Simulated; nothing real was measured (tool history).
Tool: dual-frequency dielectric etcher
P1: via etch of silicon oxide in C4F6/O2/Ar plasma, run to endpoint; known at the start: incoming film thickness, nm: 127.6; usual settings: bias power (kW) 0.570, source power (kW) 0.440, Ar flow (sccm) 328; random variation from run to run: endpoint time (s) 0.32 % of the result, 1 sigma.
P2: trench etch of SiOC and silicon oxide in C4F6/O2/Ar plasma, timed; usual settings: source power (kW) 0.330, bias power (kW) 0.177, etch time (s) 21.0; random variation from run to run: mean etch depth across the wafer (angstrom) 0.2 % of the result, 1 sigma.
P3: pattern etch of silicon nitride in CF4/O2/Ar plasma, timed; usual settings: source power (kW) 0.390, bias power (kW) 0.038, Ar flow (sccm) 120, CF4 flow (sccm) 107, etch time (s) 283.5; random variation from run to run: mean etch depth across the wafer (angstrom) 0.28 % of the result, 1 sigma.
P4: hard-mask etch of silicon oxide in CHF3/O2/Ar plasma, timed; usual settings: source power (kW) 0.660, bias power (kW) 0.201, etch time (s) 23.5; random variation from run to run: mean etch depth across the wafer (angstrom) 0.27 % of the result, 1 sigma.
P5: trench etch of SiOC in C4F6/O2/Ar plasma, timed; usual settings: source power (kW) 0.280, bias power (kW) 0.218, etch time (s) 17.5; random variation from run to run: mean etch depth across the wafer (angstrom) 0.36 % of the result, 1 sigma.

run	hour	process that ran	bias power (kW)	source power (kW)	Ar flow (sccm)	etch time (s)	CF4 flow (sccm)	endpoint time (s)	mean etch depth across the wafer (angstrom)
1	10.1	P1	0.570	0.440	328			27.019	
2	17.6	P4	0.201	0.660		23.5			507.63
3	30.3	P2	0.177	0.330		21.0			380.94
4	43.1	P3	0.038	0.390	120	283.5	107		3936.60
5	56.8	P2	0.177	0.200		21.0			314.38
6	71.7	P1	0.570	0.440	200			25.573	
7	85.5	P1	0.677	0.440	328			25.190	
8	93.8	P4	0.132	0.660		23.5			442.66
9	107.9	P1	0.570	0.280	445			33.138	
10	117.2	P1	0.570	0.440	328			27.157	
11	132.6	P1	0.570	0.440	328			26.908	
12	145.3	P2	0.177	0.330		26.0			471.88
13	156.6	P3	0.038	0.390	158	283.5	107		3795.20
14	165.5	P1	0.364	0.440	447			32.924	
15	179.1	P2	0.212	0.330		21.0			405.15
16	186.0	P3	0.038	0.390	120	283.5	74		3749.00
17	194.2	P4	0.201	0.900		23.5			570.95
18	210.0	P1	0.570	0.440	423			27.872	
19	217.9	P1	0.570	0.330	328			30.014	
20	227.3	P1	0.570	0.440	328			27.052	
21	240.0	P5	0.218	0.280		17.5			332.76
22	255.5	P5	0.154	0.280		17.5			296.70
23	268.4	P5	0.218	0.190		17.5			286.62
24	281.1	P1	0.570	0.540	328			25.052	
25	291.6	P4	0.201	0.660		33.0			707.30
26	300.3	P3	0.038	0.390	120	283.5	107		3933.50
27	308.1	P1	0.570	0.440	328			27.011	
28	320.3	P1	0.570	0.440	328			27.129	
29	327.9	P3	0.038	0.390	120	366.0	107		5066.70
30	340.9	P1	0.376	0.440	328			31.303	
31	349.7	P3	0.029	0.390	120	283.5	107		3596.50
32	360.5	P3	0.038	0.260	120	283.5	107		2761.70
33	372.8	P1	0.785	0.520	328			22.430	
34	388.4	P5	0.218	0.280		21.5			409.10
35	395.3	P4	0.201	0.660		23.5			505.26
36	402.4	P1	0.570	0.440	328			27.005	
37	414.0	P1	0.570	0.440	328			27.212	
38	421.6	P1	0.570	0.440	328			26.940	
39	435.5	P1	0.570	0.440	328			26.743	
40	448.7	P1	0.570	0.440	328			26.683	
# hour 457.3: Ar flow controller replaced
41	459.6	P1	0.570	0.440	328			26.761	
# hour 461.3: wet clean of the chamber
42	473.9	P1	0.570	0.440	328			26.493	
43	486.7	P1	0.570	0.440	328			26.526	

What P1 gives has crept away from where it was. These 2 causes fit the log equally well, each at the size given:
A: source power that arrives over what is set, % = 4.49
B: bias power that arrives over what is set, % = 4.33
The creep began at about hour 414.0.
Why every other cause is out:
chamber walls in a state that raises the etch rate, %: serviced at hour 461.3, which brought nothing back
Ar flow that arrives under what is set, %: serviced at hour 457.3, which brought nothing back

4 check runs are offered, one wafer each, their results left as question marks. Which one tells the causes apart?
check 1	499.5	P5	0.218	0.280		17.5			?
check 2	499.5	P4	0.201	0.660		23.5			?
check 3	499.5	P2	0.177	0.330		21.0			?
check 4	499.5	P3	0.038	0.390	120	283.5	107		?

What each check would give under each cause:
check	result	if A	if B
check 1	mean etch depth across the wafer (angstrom)	337.37	336.55
check 2	mean etch depth across the wafer (angstrom)	514.26	513.13
check 3	mean etch depth across the wafer (angstrom)	388.05	386.73
check 4	mean etch depth across the wafer (angstrom)	4090.50	3998.10
How far apart the two closest causes lie, in the result that separates them most: check 1 0.24 %; check 2 0.22 %; check 3 0.34 %; check 4 2.29 %
Only check 4 tells the causes apart: in the others they would give nearly the same result.

Check 4 was then run and gave: mean etch depth across the wafer (angstrom) 4006.50. Which cause is it?

It is B: bias power that arrives over what is set, %.
